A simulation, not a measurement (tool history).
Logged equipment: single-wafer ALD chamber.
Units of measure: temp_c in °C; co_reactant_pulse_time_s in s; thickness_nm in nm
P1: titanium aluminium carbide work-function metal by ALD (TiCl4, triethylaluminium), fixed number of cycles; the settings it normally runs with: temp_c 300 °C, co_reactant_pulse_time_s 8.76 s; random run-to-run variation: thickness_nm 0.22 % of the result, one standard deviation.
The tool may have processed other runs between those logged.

Run 1, hour 13.0: temp_c 300 °C, co_reactant_pulse_time_s 8.76 s. Result: thickness_nm 1.9940 nm.
At hour 18.4: thermocouple changed; heater temperature recalibrated.
Run 2, hour 27.4: temp_c 316 °C, co_reactant_pulse_time_s 8.76 s. Result: thickness_nm 2.1338 nm.
Run 3, hour 42.9: temp_c 289 °C, co_reactant_pulse_time_s 13.98 s. Result: thickness_nm 1.9886 nm.
Run 4, hour 51.6: temp_c 275 °C, co_reactant_pulse_time_s 8.76 s. Result: thickness_nm 1.7853 nm.
Run 5, hour 61.4: temp_c 300 °C, co_reactant_pulse_time_s 8.76 s. Result: thickness_nm 1.9938 nm.
Run 6, hour 72.1: temp_c 278 °C, co_reactant_pulse_time_s 6.32 s. Result: thickness_nm 1.6833 nm.
Run 7, hour 84.4: temp_c 300 °C, co_reactant_pulse_time_s 11.68 s. Result: thickness_nm 2.0637 nm.
Run 8, hour 98.5: temp_c 300 °C, co_reactant_pulse_time_s 8.76 s. Result: thickness_nm 1.9915 nm.
Run 9, hour 107.1: temp_c 300 °C, co_reactant_pulse_time_s 4.46 s. Result: thickness_nm 1.6479 nm.
Run 10, hour 121.2: temp_c 300 °C, co_reactant_pulse_time_s 8.76 s. Result: thickness_nm 1.9955 nm.
Run 11, hour 132.6: temp_c 321 °C, co_reactant_pulse_time_s 14.05 s. Result: thickness_nm 2.2686 nm.
Run 12, hour 145.8: temp_c 300 °C, co_reactant_pulse_time_s 8.76 s. Result: thickness_nm 1.9849 nm.
Run 13, hour 161.2: temp_c 300 °C, co_reactant_pulse_time_s 8.76 s. Result: thickness_nm 1.9865 nm.
Run 14, hour 177.1: temp_c 300 °C, co_reactant_pulse_time_s 8.76 s. Result: thickness_nm 1.9660 nm.
Run 15, hour 189.9: temp_c 300 °C, co_reactant_pulse_time_s 8.76 s. Result: thickness_nm 1.9661 nm.
Run 16, hour 199.1: temp_c 300 °C, co_reactant_pulse_time_s 8.76 s. Result: thickness_nm 1.9639 nm.
Run 17, hour 214.2: temp_c 300 °C, co_reactant_pulse_time_s 8.76 s. Result: thickness_nm 1.9672 nm.
Run 18, hour 227.3: temp_c 300 °C, co_reactant_pulse_time_s 8.76 s. Result: thickness_nm 1.9652 nm.
Run 19, hour 243.8: temp_c 300 °C, co_reactant_pulse_time_s 8.76 s. Result: thickness_nm 1.9571 nm.
Run 20, hour 253.0: temp_c 300 °C, co_reactant_pulse_time_s 8.76 s. Result: thickness_nm 1.9622 nm.
Run 21, hour 265.5: temp_c 300 °C, co_reactant_pulse_time_s 8.76 s. Result: thickness_nm 1.9569 nm.
Run 22, hour 281.3: temp_c 300 °C, co_reactant_pulse_time_s 8.76 s. Result: thickness_nm 1.9550 nm.

The output of P1 has drifted from where it used to be. Each of the 2 causes below, taken at the size shown beside it, accounts for the log equally well:
A: wafer temperature below the value expected at the setpoint (K) = 4.15
B: triethylaluminium dose below that of a fresh bottle (%) = 9.96
The process output started creeping at around hour 145.8.

Below are 4 check runs, each on a single wafer, with their results shown as question marks. Which of them would tell the listed causes apart, meaning the causes would give clearly different results under it?
Run check 1, hour 297.1: temp_c 277 °C, co_reactant_pulse_time_s 4.49 s. Result: thickness_nm ?.
Run check 2, hour 297.1: temp_c 288 °C, co_reactant_pulse_time_s 8.76 s. Result: thickness_nm ?.
Run check 3, hour 297.1: temp_c 314 °C, co_reactant_pulse_time_s 8.76 s. Result: thickness_nm ?.
Run check 4, hour 297.1: temp_c 287 °C, co_reactant_pulse_time_s 8.76 s. Result: thickness_nm ?.

What each check would give under each cause:
  check        result    if A    if B
check 1  thickness_nm  1.4585  1.4205
check 2  thickness_nm  1.8553  1.8568
check 3  thickness_nm  2.0799  2.0781
check 4  thickness_nm  1.8468  1.8484
Separation of the two closest causes in each check, using whichever result separates them best: check 1 2.63 %; check 2 0.08 %; check 3 0.09 %; check 4 0.09 %
Of the check runs offered, only check 1 discriminates between the causes; the rest would read about the same regardless of which cause applies.

Check 1 was then run and gave: thickness_nm 1.4186 nm. Which cause is it?

The correct cause is B, namely: triethylaluminium dose below that of a fresh bottle (%).
